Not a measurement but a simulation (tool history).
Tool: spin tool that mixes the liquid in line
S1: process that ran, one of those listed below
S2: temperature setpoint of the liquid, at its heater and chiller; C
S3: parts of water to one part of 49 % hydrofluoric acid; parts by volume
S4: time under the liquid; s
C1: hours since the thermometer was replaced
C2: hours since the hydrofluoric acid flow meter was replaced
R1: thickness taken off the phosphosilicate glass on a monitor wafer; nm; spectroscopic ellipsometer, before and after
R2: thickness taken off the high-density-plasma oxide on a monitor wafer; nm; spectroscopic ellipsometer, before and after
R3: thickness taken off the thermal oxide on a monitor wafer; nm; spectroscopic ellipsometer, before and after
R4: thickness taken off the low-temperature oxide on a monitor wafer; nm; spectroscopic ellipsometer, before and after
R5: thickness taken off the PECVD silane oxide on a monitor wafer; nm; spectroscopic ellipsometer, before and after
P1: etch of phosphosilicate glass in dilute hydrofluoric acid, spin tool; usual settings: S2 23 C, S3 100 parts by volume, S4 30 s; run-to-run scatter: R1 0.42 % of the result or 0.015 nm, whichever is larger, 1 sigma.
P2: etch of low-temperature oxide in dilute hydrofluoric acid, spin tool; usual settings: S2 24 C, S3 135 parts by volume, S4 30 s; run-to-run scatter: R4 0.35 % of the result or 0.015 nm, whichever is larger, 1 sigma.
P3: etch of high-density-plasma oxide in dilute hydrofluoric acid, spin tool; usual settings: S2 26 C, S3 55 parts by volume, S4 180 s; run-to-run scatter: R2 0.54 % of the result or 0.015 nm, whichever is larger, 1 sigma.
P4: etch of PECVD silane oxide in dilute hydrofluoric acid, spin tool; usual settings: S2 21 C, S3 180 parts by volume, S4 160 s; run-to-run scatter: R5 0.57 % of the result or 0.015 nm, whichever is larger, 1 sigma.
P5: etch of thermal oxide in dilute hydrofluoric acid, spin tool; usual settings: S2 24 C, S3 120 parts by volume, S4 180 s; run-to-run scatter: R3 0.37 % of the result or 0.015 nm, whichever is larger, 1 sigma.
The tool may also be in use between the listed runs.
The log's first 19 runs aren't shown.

| run | hour | S1 | S2 | S3 | S4 | C1 | C2 | R1 | R2 | R3 | R4 | R5 |
|---|---|---|---|---|---|---|---|---|---|---|---|---|
| 20 | 275.4 | P1 | 23 | 100 | 30 | 932.6 | 618.3 | 25.065 |  |  |  |  |
| 21 | 290.1 | P2 | 24 | 135 | 30 | 947.3 | 633 |  |  |  | 7.1114 |  |
| 22 | 307.8 | P2 | 24 | 135 | 30 | 965 | 650.7 |  |  |  | 7.0456 |  |
| 23 | 323.1 | P1 | 17 | 100 | 55 | 980.3 | 666 | 36.214 |  |  |  |  |
| 24 | 332.9 | P5 | 17 | 120 | 180 | 990.1 | 675.8 |  |  | 5.2504 |  |  |
| 25 | 349.5 | P1 | 23 | 100 | 30 | 1006.7 | 692.4 | 25.171 |  |  |  |  |
| 26 | 363.5 | P1 | 23 | 145 | 30 | 1020.7 | 706.4 | 16.47 |  |  |  |  |
| 27 | 382.5 | P3 | 26 | 55 | 180 | 1039.7 | 725.4 |  | 25.745 |  |  |  |

Forecast run 28:
| 28 | 401.4 | P5 | 24 | 120 | 180 | 1058.6 | 744.3 |  |  | ? |  |  |

Run 28 gave R3 6.9764 nm.
